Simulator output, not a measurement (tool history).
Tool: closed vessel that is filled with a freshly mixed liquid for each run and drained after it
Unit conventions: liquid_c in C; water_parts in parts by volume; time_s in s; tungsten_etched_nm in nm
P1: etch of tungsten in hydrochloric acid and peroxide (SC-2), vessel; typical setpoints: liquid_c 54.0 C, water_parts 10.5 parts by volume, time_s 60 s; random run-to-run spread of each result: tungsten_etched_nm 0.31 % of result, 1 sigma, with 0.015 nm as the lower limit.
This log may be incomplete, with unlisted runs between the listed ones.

run,hour,liquid_c,water_parts,time_s,hours since the thermometer was replaced,hours since the chemicals flow meter was replaced,hours since the drum of peroxide was connected,tungsten_etched_nm
1,15.2,54.0,10.5,60,519.8,238.0,140.2,11.6520
2,26.7,54.0,18.0,60,531.3,249.5,151.7,7.3078
3,38.9,54.0,10.5,115,543.5,261.7,163.9,22.3580
4,48.6,39.0,14.5,60,553.2,271.4,173.6,3.1875
5,64.9,54.0,10.5,30,569.5,287.7,189.9,5.8296
6,81.5,39.0,10.5,60,586.1,304.3,206.5,4.1877
7,98.5,54.0,4.0,30,603.1,321.3,223.5,12.1820
8,112.9,69.5,10.5,60,617.5,335.7,237.9,30.5670
9,128.8,54.0,10.5,60,633.4,351.6,253.8,11.5960
# hour 136.7: thermometer replaced
10,138.8,54.0,10.5,60,2.2,361.6,263.8,11.6040
11,153.6,54.0,4.0,60,17.0,376.4,278.6,24.2950
12,166.7,54.0,10.5,60,30.1,389.5,291.7,11.7130
13,178.2,54.0,5.5,110,41.6,401.0,303.2,35.5050
14,190.9,54.0,10.5,60,54.3,413.7,315.9,11.6930
15,206.6,54.0,10.5,60,70.0,429.4,331.6,11.6720
16,221.6,54.0,10.5,60,85.0,444.4,346.6,12.1360
17,230.1,54.0,10.5,60,93.5,452.9,355.1,12.2640
18,241.3,54.0,10.5,60,104.7,464.1,366.3,12.3680
19,253.4,54.0,10.5,60,116.8,476.2,378.4,12.5160
20,264.2,54.0,10.5,60,127.6,487.0,389.2,12.5190
21,282.3,54.0,10.5,60,145.7,505.1,407.3,12.6510
22,295.0,54.0,10.5,60,158.4,517.8,420.0,12.6300
23,307.3,54.0,10.5,60,170.7,530.1,432.3,12.6940

What P1 gives has crept away from where it was. These 2 causes fit the log equally well, each at the size given:
A: chemicals flow above the setpoint (%) = 10.1
B: liquid hotter than its thermometer reads (K) = 1.24
At approximately hour 206.6, the process output began to creep.
All other causes, with the reason each is excluded:
peroxide weaker than its label (%): can reach only 8, and even then tungsten_etched_nm would move by -7.4 %, too little or the wrong way

4 check runs are offered, each on 2 wafers whose results are averaged, their results left as question marks. Which one tells the causes apart?
check 1,319.6,44.0,4.0,60,,,,?
check 2,319.6,60.0,10.5,60,,,,?
check 3,319.6,54.0,18.0,105,,,,?
check 4,319.6,54.0,16.0,105,,,,?

Predicted outcomes, by check and by cause:
check,result,if A,if B
check 1,tungsten_etched_nm,13.2290,13.5280
check 2,tungsten_etched_nm,18.5390,18.4890
check 3,tungsten_etched_nm,13.9040,13.8230
check 4,tungsten_etched_nm,15.4320,15.3590
Smallest distance between any two causes, each pair judged by its most separating result, in per cent: check 1 2.24 %; check 2 0.27 %; check 3 0.58 %; check 4 0.47 %
Only check 1 tells the causes apart: in the others they would give nearly the same result.

Running check 1 produced the following: tungsten_etched_nm 13.5600 nm. Which one of the listed causes fits?

B is the cause: liquid hotter than its thermometer reads (K).
